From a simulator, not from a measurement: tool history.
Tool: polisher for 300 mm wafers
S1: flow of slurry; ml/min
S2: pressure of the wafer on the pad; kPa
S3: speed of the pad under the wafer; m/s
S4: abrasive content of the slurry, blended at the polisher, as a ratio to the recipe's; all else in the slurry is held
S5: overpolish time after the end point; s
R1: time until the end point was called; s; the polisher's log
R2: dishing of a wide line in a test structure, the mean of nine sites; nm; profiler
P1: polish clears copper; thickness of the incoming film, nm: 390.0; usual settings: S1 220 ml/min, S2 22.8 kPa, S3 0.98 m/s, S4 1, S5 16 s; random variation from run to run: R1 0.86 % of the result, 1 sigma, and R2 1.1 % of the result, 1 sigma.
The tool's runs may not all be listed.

Run 1, hour 10.3: S1 220 ml/min, S2 22.8 kPa, S3 0.98 m/s, S4 1, S5 16 s. Result: R1 100.24 s, R2 22.811 nm.
Run 2, hour 26: S1 220 ml/min, S2 22.8 kPa, S3 0.98 m/s, S4 1, S5 16 s. Result: R1 99.303 s, R2 22.866 nm.
Run 3, hour 38: S1 220 ml/min, S2 11 kPa, S3 0.98 m/s, S4 1, S5 16 s. Result: R1 204.9 s, R2 15.428 nm.
Run 4, hour 47.2: S1 220 ml/min, S2 22.8 kPa, S3 0.98 m/s, S4 0.6, S5 16 s. Result: R1 111.61 s, R2 22.019 nm.
Run 5, hour 61.3: S1 220 ml/min, S2 22.8 kPa, S3 0.98 m/s, S4 1, S5 16 s. Result: R1 99.614 s, R2 22.865 nm.
At hour 66.7: worn pad replaced by a new one.
Run 6, hour 72.1: S1 220 ml/min, S2 22.8 kPa, S3 0.98 m/s, S4 1.4, S5 16 s. Result: R1 94.043 s, R2 23.076 nm.
Run 7, hour 83.8: S1 220 ml/min, S2 22.8 kPa, S3 0.98 m/s, S4 1, S5 27 s. Result: R1 100.51 s, R2 26.307 nm.
At hour 93.2: slurry blender recalibrated.
Run 8, hour 101.8: S1 220 ml/min, S2 22.8 kPa, S3 0.98 m/s, S4 1, S5 5 s. Result: R1 98.745 s, R2 11.797 nm.
Run 9, hour 111.8: S1 220 ml/min, S2 22.8 kPa, S3 0.52 m/s, S4 1, S5 16 s. Result: R1 187.37 s, R2 16.587 nm.
Run 10, hour 126.1: S1 220 ml/min, S2 22.8 kPa, S3 1.54 m/s, S4 1, S5 16 s. Result: R1 63.209 s, R2 25.241 nm.
Run 11, hour 139.2: S1 220 ml/min, S2 34.5 kPa, S3 0.98 m/s, S4 1, S5 16 s. Result: R1 64.796 s, R2 26.012 nm.
Run 12, hour 157: S1 220 ml/min, S2 22.8 kPa, S3 0.98 m/s, S4 1, S5 16 s. Result: R1 100.7 s, R2 22.794 nm.
Run 13, hour 169.8: S1 220 ml/min, S2 15.9 kPa, S3 0.7 m/s, S4 1, S5 16 s. Result: R1 197.49 s, R2 16.04 nm.
Run 14, hour 178.4: S1 130 ml/min, S2 22.8 kPa, S3 0.98 m/s, S4 1, S5 16 s. Result: R1 108.81 s, R2 21.947 nm.
Run 15, hour 190.8: S1 220 ml/min, S2 22.8 kPa, S3 0.98 m/s, S4 1, S5 16 s. Result: R1 98.741 s, R2 23.135 nm.
Run 16, hour 205.5: S1 330 ml/min, S2 22.8 kPa, S3 0.98 m/s, S4 1, S5 16 s. Result: R1 95.358 s, R2 22.904 nm.
Run 17, hour 217: S1 220 ml/min, S2 22.8 kPa, S3 0.98 m/s, S4 1, S5 16 s. Result: R1 99.45 s, R2 22.647 nm.
Run 18, hour 228: S1 220 ml/min, S2 22.8 kPa, S3 0.98 m/s, S4 1, S5 16 s. Result: R1 103.09 s, R2 22.964 nm.
Run 19, hour 246.2: S1 220 ml/min, S2 22.8 kPa, S3 0.98 m/s, S4 1, S5 16 s. Result: R1 102.57 s, R2 22.401 nm.
Run 20, hour 259.8: S1 220 ml/min, S2 22.8 kPa, S3 0.98 m/s, S4 1, S5 16 s. Result: R1 104.67 s, R2 22.807 nm.
Run 21, hour 275: S1 220 ml/min, S2 22.8 kPa, S3 0.98 m/s, S4 1, S5 16 s. Result: R1 104.75 s, R2 22.286 nm.
Run 22, hour 292.6: S1 220 ml/min, S2 22.8 kPa, S3 0.98 m/s, S4 1, S5 16 s. Result: R1 105.88 s, R2 22.468 nm.
Run 23, hour 305.2: S1 220 ml/min, S2 22.8 kPa, S3 0.98 m/s, S4 1, S5 16 s. Result: R1 106.62 s, R2 22.323 nm.
Run 24, hour 314.9: S1 220 ml/min, S2 22.8 kPa, S3 0.98 m/s, S4 1, S5 16 s. Result: R1 105.82 s, R2 22.399 nm.
Run 25, hour 331.1: S1 220 ml/min, S2 22.8 kPa, S3 0.98 m/s, S4 1, S5 16 s. Result: R1 105.83 s, R2 22.293 nm.
At hour 334: worn pad replaced by a new one.
At hour 337: head pressure recalibrated.
Run 26, hour 343.3: S1 220 ml/min, S2 22.8 kPa, S3 0.98 m/s, S4 1, S5 16 s. Result: R1 105.61 s, R2 21.8 nm.
Run 27, hour 362.1: S1 220 ml/min, S2 22.8 kPa, S3 0.98 m/s, S4 1, S5 16 s. Result: R1 106.39 s, R2 22.439 nm.
Run 28, hour 378.5: S1 220 ml/min, S2 22.8 kPa, S3 0.98 m/s, S4 1, S5 16 s. Result: R1 107.28 s, R2 22.134 nm.

What P1 gives has crept away from where it was. These 2 causes fit the log equally well, each at the size given:
A: slurry flow missing at the pad, % = 39.7
B: abrasive missing from the slurry, % = 31.4
The creep began at about hour 217.
Why every other cause is out:
removal rate lost through wear of the pad, %: serviced at hour 334, which brought nothing back
head's pressure below its setpoint, %: serviced at hour 337, which brought nothing back

4 check runs are offered, each on 5 wafers whose results are averaged, their results left as question marks. Which one tells the causes apart?
Run check 1, hour 394.9: S1 220 ml/min, S2 22.8 kPa, S3 0.98 m/s, S4 1, S5 8 s. Result: R1 ?, R2 ?.
Run check 2, hour 394.9: S1 220 ml/min, S2 33.8 kPa, S3 0.98 m/s, S4 1, S5 16 s. Result: R1 ?, R2 ?.
Run check 3, hour 394.9: S1 155 ml/min, S2 22.8 kPa, S3 0.98 m/s, S4 1.3, S5 16 s. Result: R1 ?, R2 ?.
Run check 4, hour 394.9: S1 220 ml/min, S2 17.9 kPa, S3 0.98 m/s, S4 1, S5 16 s. Result: R1 ?, R2 ?.

What each check would give under each cause:
  check  result    if A    if B
check 1      R1  107.74  107.75
check 1      R2  15.453  15.452
check 2      R1  72.562  72.565
check 2      R2  25.347  25.346
check 3      R1  110.28  107.32
check 3      R2  21.924  22.157
check 4      R1  136.75  136.76
check 4      R2  19.785  19.784
How far apart the two closest causes lie, in the result that separates them most: check 1 0 %; check 2 0 %; check 3 2.72 %; check 4 0 %
Check 3 tells the causes apart: in the others they would give nearly the same result.

Check 3 was then run and gave: R1 109.98 s; R2 21.926 nm. Which cause is it?

It is A: slurry flow missing at the pad, %.
